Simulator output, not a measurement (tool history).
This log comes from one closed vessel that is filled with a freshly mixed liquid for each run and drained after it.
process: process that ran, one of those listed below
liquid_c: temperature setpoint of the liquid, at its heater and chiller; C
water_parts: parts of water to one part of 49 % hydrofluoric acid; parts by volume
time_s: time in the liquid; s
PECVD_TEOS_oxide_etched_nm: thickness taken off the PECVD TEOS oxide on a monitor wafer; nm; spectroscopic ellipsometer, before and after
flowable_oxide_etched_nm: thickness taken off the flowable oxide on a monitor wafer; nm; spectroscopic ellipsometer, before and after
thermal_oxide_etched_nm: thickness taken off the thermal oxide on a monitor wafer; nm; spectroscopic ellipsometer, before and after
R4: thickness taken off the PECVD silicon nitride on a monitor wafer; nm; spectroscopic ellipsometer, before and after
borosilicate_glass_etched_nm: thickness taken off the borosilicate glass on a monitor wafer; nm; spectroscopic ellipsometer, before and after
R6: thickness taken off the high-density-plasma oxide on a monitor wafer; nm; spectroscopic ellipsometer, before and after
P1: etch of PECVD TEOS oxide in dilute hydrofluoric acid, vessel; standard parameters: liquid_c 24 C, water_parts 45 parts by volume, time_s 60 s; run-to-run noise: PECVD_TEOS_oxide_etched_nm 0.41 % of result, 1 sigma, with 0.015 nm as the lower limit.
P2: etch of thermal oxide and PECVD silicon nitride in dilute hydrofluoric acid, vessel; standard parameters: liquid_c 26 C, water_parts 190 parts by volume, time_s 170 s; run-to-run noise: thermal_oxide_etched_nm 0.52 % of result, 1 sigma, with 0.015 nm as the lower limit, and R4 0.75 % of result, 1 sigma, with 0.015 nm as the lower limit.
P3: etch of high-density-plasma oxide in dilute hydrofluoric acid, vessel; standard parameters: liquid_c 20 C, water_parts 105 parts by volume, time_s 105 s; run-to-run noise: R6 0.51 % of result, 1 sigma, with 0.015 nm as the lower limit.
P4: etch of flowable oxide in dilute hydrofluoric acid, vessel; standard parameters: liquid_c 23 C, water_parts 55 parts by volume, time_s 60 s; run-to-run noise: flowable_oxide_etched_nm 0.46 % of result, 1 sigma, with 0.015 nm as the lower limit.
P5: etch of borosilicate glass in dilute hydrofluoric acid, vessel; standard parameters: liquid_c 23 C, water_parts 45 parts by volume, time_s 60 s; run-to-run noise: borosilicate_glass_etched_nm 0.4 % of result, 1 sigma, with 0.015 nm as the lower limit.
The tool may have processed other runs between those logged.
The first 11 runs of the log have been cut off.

{"run": 12, "hour": 104.6, "process": "P3", "liquid_c": 20, "water_parts": 105, "time_s": 105, "R6": 4.3428}
{"run": 13, "hour": 116.7, "process": "P4", "liquid_c": 26.5, "water_parts": 55, "time_s": 60, "flowable_oxide_etched_nm": 52.461}
{"run": 14, "hour": 127.5, "process": "P1", "liquid_c": 17, "water_parts": 45, "time_s": 30, "PECVD_TEOS_oxide_etched_nm": 6.1211}
{"run": 15, "hour": 136.1, "process": "P2", "liquid_c": 26, "water_parts": 190, "time_s": 245, "thermal_oxide_etched_nm": 6.323, "R4": 5.3674}
{"run": 16, "hour": 147.6, "process": "P1", "liquid_c": 24, "water_parts": 45, "time_s": 60, "PECVD_TEOS_oxide_etched_nm": 16.518}
{"run": 17, "hour": 157.7, "process": "P4", "liquid_c": 23, "water_parts": 55, "time_s": 90, "flowable_oxide_etched_nm": 67.512}
{"run": 18, "hour": 165.3, "process": "P1", "liquid_c": 24, "water_parts": 45, "time_s": 60, "PECVD_TEOS_oxide_etched_nm": 16.476}
{"run": 19, "hour": 173.1, "process": "P1", "liquid_c": 19.5, "water_parts": 45, "time_s": 60, "PECVD_TEOS_oxide_etched_nm": 13.661}
{"run": 20, "hour": 182.3, "process": "P4", "liquid_c": 23, "water_parts": 55, "time_s": 60, "flowable_oxide_etched_nm": 45.479}
{"run": 21, "hour": 192.2, "process": "P2", "liquid_c": 32.5, "water_parts": 190, "time_s": 170, "thermal_oxide_etched_nm": 5.5205, "R4": 5.5322}
{"run": 22, "hour": 203.6, "process": "P5", "liquid_c": 23, "water_parts": 45, "time_s": 60, "borosilicate_glass_etched_nm": 41.262}
{"run": 23, "hour": 212.2, "process": "P1", "liquid_c": 24, "water_parts": 45, "time_s": 60, "PECVD_TEOS_oxide_etched_nm": 16.411}
{"run": 24, "hour": 221.4, "process": "P1", "liquid_c": 24, "water_parts": 45, "time_s": 60, "PECVD_TEOS_oxide_etched_nm": 16.402}
{"run": 25, "hour": 227.9, "process": "P3", "liquid_c": 20, "water_parts": 105, "time_s": 105, "R6": 4.4083}
{"run": 26, "hour": 238.3, "process": "P5", "liquid_c": 23, "water_parts": 45, "time_s": 30, "borosilicate_glass_etched_nm": 20.815}
{"run": 27, "hour": 244.4, "process": "P2", "liquid_c": 26, "water_parts": 335, "time_s": 170, "thermal_oxide_etched_nm": 2.1242, "R4": 2.136}
{"run": 28, "hour": 251.8, "process": "P3", "liquid_c": 20, "water_parts": 20, "time_s": 105, "R6": 25.37}
{"run": 29, "hour": 257.7, "process": "P1", "liquid_c": 17, "water_parts": 60, "time_s": 60, "PECVD_TEOS_oxide_etched_nm": 9.0449}
{"run": 30, "hour": 268.5, "process": "P1", "liquid_c": 24, "water_parts": 45, "time_s": 30, "PECVD_TEOS_oxide_etched_nm": 8.2601}

Run 31, settings as shown, results not yet in. Your forecast:
{"run": 31, "hour": 275.2, "process": "P1", "liquid_c": 24, "water_parts": 65, "time_s": 60, "PECVD_TEOS_oxide_etched_nm": "?"}

PECVD_TEOS_oxide_etched_nm: 11.131 nm
